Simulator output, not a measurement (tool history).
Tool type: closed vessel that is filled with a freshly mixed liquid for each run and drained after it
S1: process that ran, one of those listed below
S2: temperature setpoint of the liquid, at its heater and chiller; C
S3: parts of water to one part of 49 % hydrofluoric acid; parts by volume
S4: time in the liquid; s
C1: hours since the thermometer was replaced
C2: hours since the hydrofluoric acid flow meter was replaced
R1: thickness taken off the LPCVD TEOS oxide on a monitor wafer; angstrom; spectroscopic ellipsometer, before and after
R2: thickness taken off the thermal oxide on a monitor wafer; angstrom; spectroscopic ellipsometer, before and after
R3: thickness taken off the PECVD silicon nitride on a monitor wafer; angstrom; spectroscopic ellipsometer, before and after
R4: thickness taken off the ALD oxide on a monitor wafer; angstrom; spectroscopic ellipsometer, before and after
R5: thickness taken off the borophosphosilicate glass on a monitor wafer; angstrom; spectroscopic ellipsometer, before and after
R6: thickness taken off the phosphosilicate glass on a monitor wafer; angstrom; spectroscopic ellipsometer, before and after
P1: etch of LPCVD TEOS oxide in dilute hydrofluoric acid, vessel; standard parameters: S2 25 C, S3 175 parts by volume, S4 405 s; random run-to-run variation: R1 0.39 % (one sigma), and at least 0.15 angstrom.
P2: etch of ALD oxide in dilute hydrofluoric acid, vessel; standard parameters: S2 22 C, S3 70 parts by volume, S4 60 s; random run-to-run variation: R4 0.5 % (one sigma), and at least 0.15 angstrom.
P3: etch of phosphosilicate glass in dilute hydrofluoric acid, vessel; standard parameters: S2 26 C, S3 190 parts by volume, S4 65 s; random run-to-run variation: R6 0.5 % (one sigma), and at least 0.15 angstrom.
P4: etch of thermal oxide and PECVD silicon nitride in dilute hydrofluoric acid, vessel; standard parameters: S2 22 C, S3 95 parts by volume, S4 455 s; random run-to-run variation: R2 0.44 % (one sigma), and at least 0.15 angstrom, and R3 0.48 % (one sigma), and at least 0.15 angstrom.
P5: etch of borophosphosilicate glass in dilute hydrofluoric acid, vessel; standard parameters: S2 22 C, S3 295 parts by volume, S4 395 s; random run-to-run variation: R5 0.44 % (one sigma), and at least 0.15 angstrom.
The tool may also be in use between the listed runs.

| run | hour | S1 | S2 | S3 | S4 | C1 | C2 | R1 | R2 | R3 | R4 | R5 | R6 |
|---|---|---|---|---|---|---|---|---|---|---|---|---|---|
| 1 | 9.9 | P1 | 25 | 175 | 405 | 404.6 | 557.8 | 508.23 |  |  |  |  |  |
| 2 | 20.5 | P4 | 22 | 180 | 455 | 415.2 | 568.4 |  | 98.685 | 91.436 |  |  |  |
| 3 | 37.3 | P1 | 17 | 175 | 405 | 432 | 585.2 | 371.44 |  |  |  |  |  |
| 4 | 54.9 | P2 | 22 | 25 | 60 | 449.6 | 602.8 |  |  |  | 635.73 |  |  |
| 5 | 65.4 | P4 | 22 | 95 | 455 | 460.1 | 613.3 |  | 204.62 | 169.54 |  |  |  |
| 6 | 74.5 | P5 | 22 | 295 | 30 | 469.2 | 622.4 |  |  |  |  | 42.443 |  |
| 7 | 87.4 | P3 | 30 | 190 | 65 | 482.1 | 635.3 |  |  |  |  |  | 448.27 |
| 8 | 99.8 | P2 | 28 | 70 | 60 | 494.5 | 647.7 |  |  |  | 271.32 |  |  |
| 9 | 115.6 | P4 | 17 | 95 | 455 | 510.3 | 663.5 |  | 166.08 | 121.72 |  |  |  |
| 10 | 129 | P2 | 22 | 70 | 30 | 523.7 | 676.9 |  |  |  | 107.49 |  |  |
| 11 | 141.9 | P1 | 25 | 305 | 405 | 536.6 | 689.8 | 252.59 |  |  |  |  |  |
| 12 | 158 | P1 | 25 | 105 | 405 | 552.7 | 705.9 | 917.13 |  |  |  |  |  |
| 13 | 176 | P2 | 22 | 70 | 60 | 570.7 | 723.9 |  |  |  | 215.46 |  |  |
| 14 | 190.6 | P1 | 20.5 | 175 | 225 | 585.3 | 738.5 | 237.12 |  |  |  |  |  |
| 15 | 208.1 | P1 | 25 | 175 | 405 | 602.8 | 756 | 507.44 |  |  |  |  |  |
| 16 | 219.1 | P1 | 25 | 175 | 695 | 613.8 | 767 | 870.21 |  |  |  |  |  |
| 17 | 232.4 | P3 | 26 | 320 | 65 | 627.1 | 780.3 |  |  |  |  |  | 200.77 |
| 18 | 247.8 | P1 | 25 | 175 | 405 | 642.5 | 795.7 | 505.09 |  |  |  |  |  |
| 19 | 263.7 | P5 | 17 | 295 | 395 | 658.4 | 811.6 |  |  |  |  | 463.46 |  |
| 20 | 281.5 | P5 | 22 | 455 | 395 | 676.2 | 829.4 |  |  |  |  | 314.97 |  |
| 21 | 293.3 | P3 | 26 | 190 | 115 | 688 | 841.2 |  |  |  |  |  | 686.63 |
| 22 | 301.3 | P3 | 26 | 190 | 65 | 696 | 849.2 |  |  |  |  |  | 384.55 |
| 23 | 314.9 | P1 | 25 | 175 | 65 | 709.6 | 862.8 | 81.378 |  |  |  |  |  |
| 24 | 330.1 | P4 | 22 | 95 | 40 | 724.8 | 878 |  | 17.955 | 15.106 |  |  |  |
| 25 | 339.1 | P5 | 22 | 295 | 395 | 733.8 | 887 |  |  |  |  | 558.52 |  |
|  | 350 | thermometer replaced |
| 26 | 353.4 | P5 | 22 | 295 | 395 | 3.4 | 901.3 |  |  |  |  | 555.15 |  |
| 27 | 369.2 | P1 | 25 | 175 | 405 | 19.2 | 917.1 | 505.38 |  |  |  |  |  |
| 28 | 378 | P1 | 18.5 | 175 | 780 | 28 | 925.9 | 757.22 |  |  |  |  |  |
| 29 | 392 | P1 | 25 | 175 | 405 | 42 | 939.9 | 507.72 |  |  |  |  |  |
| 30 | 404.4 | P1 | 33 | 175 | 405 | 54.4 | 952.3 | 670.39 |  |  |  |  |  |
| 31 | 412.6 | P1 | 21.5 | 175 | 675 | 62.6 | 960.5 | 738.93 |  |  |  |  |  |
| 32 | 422.8 | P1 | 25 | 175 | 405 | 72.8 | 970.7 | 510.21 |  |  |  |  |  |
| 33 | 433.4 | P1 | 25 | 175 | 405 | 83.4 | 981.3 | 515.42 |  |  |  |  |  |
| 34 | 444.7 | P1 | 25 | 175 | 405 | 94.7 | 992.6 | 519.89 |  |  |  |  |  |
| 35 | 461.8 | P1 | 25 | 175 | 405 | 111.8 | 1009.7 | 526.5 |  |  |  |  |  |
| 36 | 474.3 | P1 | 25 | 175 | 405 | 124.3 | 1022.2 | 531.66 |  |  |  |  |  |
| 37 | 482.8 | P1 | 25 | 175 | 405 | 132.8 | 1030.7 | 527.14 |  |  |  |  |  |
| 38 | 490.9 | P1 | 25 | 175 | 405 | 140.9 | 1038.8 | 533.66 |  |  |  |  |  |
| 39 | 506.7 | P1 | 25 | 175 | 405 | 156.7 | 1054.6 | 531.92 |  |  |  |  |  |
| 40 | 520.6 | P1 | 25 | 175 | 405 | 170.6 | 1068.5 | 537.36 |  |  |  |  |  |
| 41 | 528.8 | P1 | 25 | 175 | 405 | 178.8 | 1076.7 | 532.24 |  |  |  |  |  |

Compared with where it was, what P1 gives has crept away. Each cause listed below fits the log as well as the rest, at the size given for it:
A: hydrofluoric acid flow above the setpoint (%) = 4.46
B: liquid hotter than its thermometer reads (K) = 1.42
Onset of the creep was near hour 422.8.

Each of the 4 check runs below uses one wafer; its results are left as question marks. Which run tells the causes apart?
| check 1 | 537 | P4 | 22 | 95 | 455 |  |  |  | ? | ? |  |  |  |
| check 2 | 537 | P3 | 26 | 190 | 65 |  |  |  |  |  |  |  | ? |
| check 3 | 537 | P5 | 22 | 295 | 395 |  |  |  |  |  |  | ? |  |
| check 4 | 537 | P2 | 22 | 70 | 60 |  |  |  |  |  | ? |  |  |

Outcome of each check run for each possible cause:
| check | result | if A | if B |
|---|---|---|---|
| check 1 | R2 | 215.31 | 217.18 |
| check 1 | R3 | 177.68 | 187.15 |
| check 2 | R6 | 408.25 | 407.6 |
| check 3 | R5 | 590.89 | 587.8 |
| check 4 | R4 | 224.83 | 227.28 |
Distance between the nearest two causes, measured in the result of the check that separates them most: check 1 5.19 %; check 2 0.16 %; check 3 0.52 %; check 4 1.08 %
Check 1 tells the causes apart: in the others they would give nearly the same result.

Here is what check 1 returned: R2 215.12 angstrom; R3 177.41 angstrom. Which cause is it?

It was cause A: hydrofluoric acid flow above the setpoint (%).

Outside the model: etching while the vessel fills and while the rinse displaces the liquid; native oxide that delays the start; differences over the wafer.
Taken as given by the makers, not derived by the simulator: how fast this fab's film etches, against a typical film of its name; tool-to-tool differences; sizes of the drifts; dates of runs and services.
